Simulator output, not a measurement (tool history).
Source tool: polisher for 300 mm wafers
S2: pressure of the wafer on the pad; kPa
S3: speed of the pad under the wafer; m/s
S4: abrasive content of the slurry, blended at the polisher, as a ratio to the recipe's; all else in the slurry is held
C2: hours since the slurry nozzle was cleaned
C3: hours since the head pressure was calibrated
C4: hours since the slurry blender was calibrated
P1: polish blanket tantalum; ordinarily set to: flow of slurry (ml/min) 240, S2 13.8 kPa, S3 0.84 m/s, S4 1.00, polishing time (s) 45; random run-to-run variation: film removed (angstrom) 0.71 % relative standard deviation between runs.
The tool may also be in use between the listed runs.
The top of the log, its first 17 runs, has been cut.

{"run": 18, "day": 8.675, "flow of slurry (ml/min)": 240, "S2": 13.8, "S3": 0.84, "S4": 1.0, "polishing time (s)": 45, "wafers polished on this pad": 3338, "C2": 371.8, "C3": 1094.5, "C4": 373.9, "film removed (angstrom)": 599.37}
{"run": 19, "day": 9.238, "flow of slurry (ml/min)": 240, "S2": 13.8, "S3": 0.84, "S4": 1.0, "polishing time (s)": 45, "wafers polished on this pad": 3521, "C2": 385.3, "C3": 1108.0, "C4": 387.4, "film removed (angstrom)": 597.22}
{"run": 20, "day": 9.808, "flow of slurry (ml/min)": 240, "S2": 13.8, "S3": 0.84, "S4": 1.0, "polishing time (s)": 45, "wafers polished on this pad": 3707, "C2": 399.0, "C3": 1121.7, "C4": 401.1, "film removed (angstrom)": 578.81}
{"run": 21, "day": 10.479, "flow of slurry (ml/min)": 240, "S2": 13.8, "S3": 0.84, "S4": 1.0, "polishing time (s)": 45, "wafers polished on this pad": 3926, "C2": 415.1, "C3": 1137.8, "C4": 417.2, "film removed (angstrom)": 566.81}
{"run": 22, "day": 10.838, "flow of slurry (ml/min)": 240, "S2": 13.8, "S3": 0.84, "S4": 1.0, "polishing time (s)": 45, "wafers polished on this pad": 4043, "C2": 423.7, "C3": 1146.4, "C4": 425.8, "film removed (angstrom)": 568.61}
{"run": 23, "day": 11.192, "flow of slurry (ml/min)": 240, "S2": 13.8, "S3": 0.84, "S4": 1.0, "polishing time (s)": 45, "wafers polished on this pad": 4158, "C2": 432.2, "C3": 1154.9, "C4": 434.3, "film removed (angstrom)": 566.72}
{"day": 11.55, "done": "slurry nozzle cleaned"}
{"run": 24, "day": 11.588, "flow of slurry (ml/min)": 240, "S2": 13.8, "S3": 0.84, "S4": 1.0, "polishing time (s)": 45, "wafers polished on this pad": 4287, "C2": 1.0, "C3": 1164.4, "C4": 443.8, "film removed (angstrom)": 561.02}
{"day": 12.1, "done": "head pressure recalibrated"}
{"run": 25, "day": 12.262, "flow of slurry (ml/min)": 240, "S2": 13.8, "S3": 0.84, "S4": 1.0, "polishing time (s)": 45, "wafers polished on this pad": 4507, "C2": 17.2, "C3": 3.9, "C4": 460.0, "film removed (angstrom)": 556.81}

What does the tool deliver on the next run?
{"run": 26, "day": 12.933, "flow of slurry (ml/min)": 240, "S2": 13.8, "S3": 0.84, "S4": 1.0, "polishing time (s)": 45, "wafers polished on this pad": 4726, "C2": 33.3, "C3": 20.0, "C4": 476.1, "film removed (angstrom)": "?"}

{"run 26": {"film removed (angstrom)": 553.46}}
